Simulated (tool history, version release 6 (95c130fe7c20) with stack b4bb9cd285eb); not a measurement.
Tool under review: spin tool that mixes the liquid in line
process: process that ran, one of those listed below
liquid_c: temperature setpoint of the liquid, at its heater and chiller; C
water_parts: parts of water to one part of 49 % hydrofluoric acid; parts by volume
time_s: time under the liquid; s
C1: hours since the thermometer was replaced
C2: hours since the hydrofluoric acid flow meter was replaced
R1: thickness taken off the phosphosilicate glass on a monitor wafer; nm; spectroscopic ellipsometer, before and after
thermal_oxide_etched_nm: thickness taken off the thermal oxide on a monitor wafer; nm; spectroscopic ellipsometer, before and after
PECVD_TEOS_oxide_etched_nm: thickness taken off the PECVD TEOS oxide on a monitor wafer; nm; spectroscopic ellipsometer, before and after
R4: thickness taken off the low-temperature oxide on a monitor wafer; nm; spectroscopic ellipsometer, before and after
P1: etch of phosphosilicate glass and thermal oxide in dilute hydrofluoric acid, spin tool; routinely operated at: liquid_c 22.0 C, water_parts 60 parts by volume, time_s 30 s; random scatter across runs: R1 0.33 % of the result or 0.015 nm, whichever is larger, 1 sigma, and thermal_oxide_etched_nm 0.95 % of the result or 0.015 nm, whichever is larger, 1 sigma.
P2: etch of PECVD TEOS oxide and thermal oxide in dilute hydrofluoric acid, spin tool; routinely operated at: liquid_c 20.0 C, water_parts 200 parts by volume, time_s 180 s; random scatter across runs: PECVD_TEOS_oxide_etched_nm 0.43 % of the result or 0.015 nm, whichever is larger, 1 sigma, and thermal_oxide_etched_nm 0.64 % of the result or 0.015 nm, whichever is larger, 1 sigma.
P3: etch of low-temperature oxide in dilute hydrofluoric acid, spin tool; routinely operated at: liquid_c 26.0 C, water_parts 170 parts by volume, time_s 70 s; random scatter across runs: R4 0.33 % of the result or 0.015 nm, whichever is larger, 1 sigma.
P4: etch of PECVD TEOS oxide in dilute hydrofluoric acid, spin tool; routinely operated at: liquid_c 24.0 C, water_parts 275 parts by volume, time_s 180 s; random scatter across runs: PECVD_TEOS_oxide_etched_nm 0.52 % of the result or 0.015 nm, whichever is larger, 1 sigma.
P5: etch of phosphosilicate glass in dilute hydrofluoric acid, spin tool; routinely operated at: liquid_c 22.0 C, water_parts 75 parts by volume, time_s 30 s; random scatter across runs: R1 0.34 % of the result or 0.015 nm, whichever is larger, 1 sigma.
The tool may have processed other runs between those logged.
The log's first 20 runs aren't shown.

Run 21, hour 202.7: process P1, liquid_c 17.0 C, water_parts 60 parts by volume, time_s 30 s; C1 1505.8; C2 1174.4. Result: R1 47.437 nm, thermal_oxide_etched_nm 1.8092 nm.
Run 22, hour 213.7: process P1, liquid_c 22.0 C, water_parts 60 parts by volume, time_s 30 s; C1 1516.8; C2 1185.4. Result: R1 58.212 nm, thermal_oxide_etched_nm 2.3231 nm.
Run 23, hour 221.4: process P1, liquid_c 22.0 C, water_parts 60 parts by volume, time_s 30 s; C1 1524.5; C2 1193.1. Result: R1 58.708 nm, thermal_oxide_etched_nm 2.2711 nm.
Run 24, hour 230.2: process P1, liquid_c 22.0 C, water_parts 60 parts by volume, time_s 15 s; C1 1533.3; C2 1201.9. Result: R1 29.105 nm, thermal_oxide_etched_nm 1.1327 nm.
Run 25, hour 237.7: process P4, liquid_c 24.0 C, water_parts 480 parts by volume, time_s 180 s; C1 1540.8; C2 1209.4. Result: PECVD_TEOS_oxide_etched_nm 4.2662 nm.
Run 26, hour 250.0: process P5, liquid_c 22.0 C, water_parts 75 parts by volume, time_s 30 s; C1 1553.1; C2 1221.7. Result: R1 35.322 nm.
Run 27, hour 258.6: process P1, liquid_c 22.0 C, water_parts 85 parts by volume, time_s 30 s; C1 1561.7; C2 1230.3. Result: R1 40.056 nm, thermal_oxide_etched_nm 1.5440 nm.
Run 28, hour 271.5: process P3, liquid_c 26.0 C, water_parts 170 parts by volume, time_s 105 s; C1 1574.6; C2 1243.2. Result: R4 9.8330 nm.
Run 29, hour 283.8: process P3, liquid_c 26.0 C, water_parts 30 parts by volume, time_s 70 s; C1 1586.9; C2 1255.5. Result: R4 44.1360 nm.
Run 30, hour 298.1: process P2, liquid_c 20.0 C, water_parts 200 parts by volume, time_s 335 s; C1 1601.2; C2 1269.8. Result: thermal_oxide_etched_nm 5.7963 nm, PECVD_TEOS_oxide_etched_nm 18.0750 nm.
Run 31, hour 306.6: process P1, liquid_c 22.0 C, water_parts 60 parts by volume, time_s 30 s; C1 1609.7; C2 1278.3. Result: R1 58.641 nm, thermal_oxide_etched_nm 2.3015 nm.
Run 32, hour 313.5: process P1, liquid_c 22.0 C, water_parts 60 parts by volume, time_s 30 s; C1 1616.6; C2 1285.2. Result: R1 60.539 nm, thermal_oxide_etched_nm 2.3567 nm.
Run 33, hour 323.9: process P1, liquid_c 22.0 C, water_parts 60 parts by volume, time_s 30 s; C1 1627.0; C2 1295.6. Result: R1 62.040 nm, thermal_oxide_etched_nm 2.4237 nm.
Run 34, hour 334.7: process P1, liquid_c 22.0 C, water_parts 60 parts by volume, time_s 30 s; C1 1637.8; C2 1306.4. Result: R1 63.175 nm, thermal_oxide_etched_nm 2.4771 nm.
Run 35, hour 345.9: process P1, liquid_c 22.0 C, water_parts 60 parts by volume, time_s 30 s; C1 1649.0; C2 1317.6. Result: R1 63.970 nm, thermal_oxide_etched_nm 2.5101 nm.
Run 36, hour 353.0: process P1, liquid_c 22.0 C, water_parts 60 parts by volume, time_s 30 s; C1 1656.1; C2 1324.7. Result: R1 64.006 nm, thermal_oxide_etched_nm 2.4984 nm.
Run 37, hour 362.6: process P1, liquid_c 22.0 C, water_parts 60 parts by volume, time_s 30 s; C1 1665.7; C2 1334.3. Result: R1 64.416 nm, thermal_oxide_etched_nm 2.4925 nm.
Run 38, hour 369.4: process P1, liquid_c 22.0 C, water_parts 60 parts by volume, time_s 30 s; C1 1672.5; C2 1341.1. Result: R1 64.568 nm, thermal_oxide_etched_nm 2.5262 nm.

Run 39 has not been measured yet. What should we expect?
Run 39, hour 383.3: process P1, liquid_c 22.0 C, water_parts 60 parts by volume, time_s 30 s; C1 1686.4; C2 1355.0. Result: R1 ?, thermal_oxide_etched_nm ?.

{"run 39": {"R1": 64.495, "thermal_oxide_etched_nm": 2.4686}}

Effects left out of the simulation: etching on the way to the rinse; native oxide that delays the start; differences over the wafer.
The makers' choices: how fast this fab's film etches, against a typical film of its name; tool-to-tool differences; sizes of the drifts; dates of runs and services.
